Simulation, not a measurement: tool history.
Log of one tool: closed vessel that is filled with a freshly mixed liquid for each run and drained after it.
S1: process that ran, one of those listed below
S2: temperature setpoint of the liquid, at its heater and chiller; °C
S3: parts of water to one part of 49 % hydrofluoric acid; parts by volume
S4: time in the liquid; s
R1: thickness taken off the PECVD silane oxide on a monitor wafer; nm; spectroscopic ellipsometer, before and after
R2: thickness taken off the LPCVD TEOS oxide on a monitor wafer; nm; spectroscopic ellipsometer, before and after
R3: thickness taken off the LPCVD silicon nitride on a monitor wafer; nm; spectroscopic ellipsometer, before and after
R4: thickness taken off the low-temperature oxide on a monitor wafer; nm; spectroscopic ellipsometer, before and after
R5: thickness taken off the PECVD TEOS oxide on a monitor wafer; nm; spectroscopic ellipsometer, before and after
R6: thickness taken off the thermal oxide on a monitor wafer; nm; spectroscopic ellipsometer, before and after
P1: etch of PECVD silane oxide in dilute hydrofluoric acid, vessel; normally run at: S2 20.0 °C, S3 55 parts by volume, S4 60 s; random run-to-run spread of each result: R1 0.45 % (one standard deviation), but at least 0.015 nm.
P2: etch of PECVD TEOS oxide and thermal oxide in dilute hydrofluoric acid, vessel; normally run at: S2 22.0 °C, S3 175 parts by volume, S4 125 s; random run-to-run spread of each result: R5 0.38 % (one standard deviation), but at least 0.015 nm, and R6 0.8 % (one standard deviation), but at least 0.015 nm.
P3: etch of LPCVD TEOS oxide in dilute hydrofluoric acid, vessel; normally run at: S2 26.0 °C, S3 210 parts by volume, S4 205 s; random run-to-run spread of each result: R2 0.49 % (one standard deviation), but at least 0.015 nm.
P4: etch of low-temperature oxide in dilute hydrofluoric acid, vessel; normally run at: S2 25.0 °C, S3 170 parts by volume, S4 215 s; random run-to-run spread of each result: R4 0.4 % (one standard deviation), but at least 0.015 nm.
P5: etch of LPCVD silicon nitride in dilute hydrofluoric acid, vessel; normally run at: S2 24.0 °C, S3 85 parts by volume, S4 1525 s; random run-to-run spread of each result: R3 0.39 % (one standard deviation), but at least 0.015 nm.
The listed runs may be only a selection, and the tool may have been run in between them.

| run | hour | S1 | S2 | S3 | S4 | R1 | R2 | R3 | R4 | R5 | R6 |
|---|---|---|---|---|---|---|---|---|---|---|---|
| 1 | 8.8 | P1 | 20.0 | 55 | 60 | 23.768 |  |  |  |  |  |
| 2 | 17.8 | P1 | 20.0 | 55 | 60 | 23.702 |  |  |  |  |  |
| 3 | 27.0 | P1 | 20.0 | 55 | 60 | 23.727 |  |  |  |  |  |
| 4 | 38.5 | P1 | 20.0 | 20 | 60 | 68.047 |  |  |  |  |  |
| 5 | 47.4 | P1 | 17.0 | 20 | 60 | 59.836 |  |  |  |  |  |
| 6 | 59.3 | P3 | 26.0 | 35 | 205 |  | 324.1100 |  |  |  |  |
| 7 | 67.9 | P5 | 24.0 | 85 | 1525 |  |  | 8.5440 |  |  |  |
| 8 | 73.9 | P1 | 26.5 | 55 | 60 | 30.976 |  |  |  |  |  |
| 9 | 83.5 | P1 | 20.0 | 55 | 60 | 23.910 |  |  |  |  |  |
| 10 | 92.8 | P5 | 24.0 | 85 | 1525 |  |  | 8.5465 |  |  |  |
| 11 | 100.1 | P4 | 25.0 | 170 | 390 |  |  |  | 49.724 |  |  |
|  | 100.6 | thermometer replaced |
| 12 | 108.6 | P1 | 20.0 | 55 | 30 | 11.882 |  |  |  |  |  |
| 13 | 115.0 | P2 | 22.0 | 85 | 125 |  |  |  |  | 13.1580 | 6.2499 |
| 14 | 122.5 | P4 | 25.0 | 55 | 215 |  |  |  | 97.247 |  |  |
| 15 | 129.5 | P4 | 20.5 | 170 | 215 |  |  |  | 22.980 |  |  |
| 16 | 137.3 | P1 | 20.0 | 35 | 30 | 19.126 |  |  |  |  |  |
| 17 | 148.6 | P4 | 25.0 | 170 | 215 |  |  |  | 27.406 |  |  |
| 18 | 153.9 | P1 | 17.0 | 55 | 60 | 20.855 |  |  |  |  |  |
| 19 | 163.3 | P2 | 17.0 | 175 | 125 |  |  |  |  | 4.7722 | 2.3350 |
| 20 | 174.6 | P2 | 22.0 | 175 | 65 |  |  |  |  | 3.0415 | 1.4537 |
| 21 | 182.0 | P3 | 18.5 | 210 | 205 |  | 32.8510 |  |  |  |  |
| 22 | 189.0 | P1 | 20.0 | 105 | 60 | 11.757 |  |  |  |  |  |
| 23 | 198.5 | P3 | 26.0 | 210 | 30 |  | 6.2657 |  |  |  |  |
| 24 | 207.4 | P2 | 22.0 | 175 | 125 |  |  |  |  | 5.7945 | 2.7879 |

What does the tool deliver on the next run?
| 25 | 216.3 | P5 | 32.0 | 85 | 1525 |  |  | ? |  |  |  |

R3: 14.3010 nm

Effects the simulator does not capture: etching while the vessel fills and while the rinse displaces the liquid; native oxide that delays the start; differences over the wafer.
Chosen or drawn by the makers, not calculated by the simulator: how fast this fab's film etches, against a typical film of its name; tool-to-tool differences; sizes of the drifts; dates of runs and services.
